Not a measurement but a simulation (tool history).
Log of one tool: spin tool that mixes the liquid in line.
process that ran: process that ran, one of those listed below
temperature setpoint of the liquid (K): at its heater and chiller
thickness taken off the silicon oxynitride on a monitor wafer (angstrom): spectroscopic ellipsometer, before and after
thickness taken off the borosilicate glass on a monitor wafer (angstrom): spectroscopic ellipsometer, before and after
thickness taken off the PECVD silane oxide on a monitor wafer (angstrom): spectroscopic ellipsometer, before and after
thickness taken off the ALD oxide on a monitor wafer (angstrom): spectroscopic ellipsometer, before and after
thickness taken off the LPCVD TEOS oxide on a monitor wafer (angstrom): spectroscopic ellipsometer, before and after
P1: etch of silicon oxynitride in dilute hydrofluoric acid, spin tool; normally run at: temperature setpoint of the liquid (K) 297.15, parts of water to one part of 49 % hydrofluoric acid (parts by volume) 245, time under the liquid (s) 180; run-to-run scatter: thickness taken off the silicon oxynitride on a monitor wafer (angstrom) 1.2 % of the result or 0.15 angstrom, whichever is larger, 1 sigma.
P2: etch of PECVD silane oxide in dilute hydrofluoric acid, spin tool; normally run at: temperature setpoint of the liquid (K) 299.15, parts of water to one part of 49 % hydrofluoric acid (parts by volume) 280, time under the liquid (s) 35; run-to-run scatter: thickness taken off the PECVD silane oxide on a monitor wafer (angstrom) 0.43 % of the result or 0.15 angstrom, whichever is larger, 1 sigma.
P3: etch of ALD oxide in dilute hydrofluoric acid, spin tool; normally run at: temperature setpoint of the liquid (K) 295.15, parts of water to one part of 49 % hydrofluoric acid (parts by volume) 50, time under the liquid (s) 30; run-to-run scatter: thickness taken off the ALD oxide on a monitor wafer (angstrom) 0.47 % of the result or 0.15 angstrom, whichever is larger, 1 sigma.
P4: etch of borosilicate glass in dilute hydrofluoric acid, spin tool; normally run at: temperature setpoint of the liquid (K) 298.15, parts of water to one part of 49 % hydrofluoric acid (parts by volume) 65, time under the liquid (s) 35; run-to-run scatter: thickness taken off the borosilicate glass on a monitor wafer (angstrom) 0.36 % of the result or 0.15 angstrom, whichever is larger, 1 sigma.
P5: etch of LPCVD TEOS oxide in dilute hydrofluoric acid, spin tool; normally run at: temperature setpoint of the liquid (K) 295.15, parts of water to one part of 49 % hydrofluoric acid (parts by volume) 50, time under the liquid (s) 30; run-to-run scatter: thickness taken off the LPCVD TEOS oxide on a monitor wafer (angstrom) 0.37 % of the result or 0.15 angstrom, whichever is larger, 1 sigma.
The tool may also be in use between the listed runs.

run	day	process that ran	temperature setpoint of the liquid (K)	parts of water to one part of 49 % hydrofluoric acid (parts by volume)	time under the liquid (s)	hours since the thermometer was replaced	hours since the hydrofluoric acid flow meter was replaced	thickness taken off the silicon oxynitride on a monitor wafer (angstrom)	thickness taken off the borosilicate glass on a monitor wafer (angstrom)	thickness taken off the PECVD silane oxide on a monitor wafer (angstrom)	thickness taken off the ALD oxide on a monitor wafer (angstrom)	thickness taken off the LPCVD TEOS oxide on a monitor wafer (angstrom)
1	0.571	P1	297.15	245	180	1398.1	238.7	18.9290				
2	1.029	P1	297.15	245	270	1409.1	249.7	28.0390				
3	1.512	P1	297.15	245	180	1420.7	261.3	18.8020				
4	1.854	P4	298.15	65	60	1428.9	269.5		220.98			
5	2.454	P2	299.15	280	70	1443.3	283.9			109.170		
6	2.871	P1	290.65	245	260	1453.3	293.9	20.5390				
7	3.346	P1	290.15	245	340	1464.7	305.3	26.6730				
8	4.079	P3	295.15	80	30	1482.3	322.9				49.665	
9	4.775	P5	295.15	50	30	1499.0	339.6					120.640
10	5.538	P1	297.15	110	180	1517.3	357.9	47.5400				
11	6.329	P4	298.15	115	35	1536.3	376.9		68.72			
12	6.958	P1	290.15	245	180	1551.4	392.0	13.8460				
13	7.608	P3	290.15	50	30	1567.0	407.6				66.953	
14	8.183	P2	306.65	280	35	1580.8	421.4			69.128		
15	8.592	P5	295.15	85	30	1590.6	431.2					68.127
16	9.150	P1	297.15	245	180	1604.0	444.6	19.2280				
17	9.579	P2	299.15	280	35	1614.3	454.9			53.909		
18	10.088	P1	297.15	415	180	1626.5	467.1	9.7734				
19	10.579	P4	298.15	65	35	1638.3	478.9		129.59			
20	11.079	P5	301.15	50	30	1650.3	490.9					154.070
21	11.638	P1	297.15	245	95	1663.7	504.3	9.9999				
22	12.033	P4	298.15	65	35	1673.2	513.8		129.43			
23	12.717	P3	295.15	50	30	1689.6	530.2				82.353	
24	13.375	P5	295.15	50	30	1705.4	546.0					121.210
25	13.975	P1	297.15	245	180	1719.8	560.4	18.9840				
26	14.542	P1	302.65	245	180	1733.4	574.0	23.9580				
27	15.012	P4	292.15	65	35	1744.7	585.3		101.03			
28	15.446	P5	295.15	50	50	1755.1	595.7					201.400
29	15.788	P1	297.15	245	180	1763.3	603.9	19.0270				
30	16.212	P2	299.15	500	35	1773.5	614.1			24.768		

The next listed run, before its measurement:
31	16.925	P1	293.65	245	255	1790.6	631.2	?				

{"run 31": {"thickness taken off the silicon oxynitride on a monitor wafer (angstrom)": 23.354}}
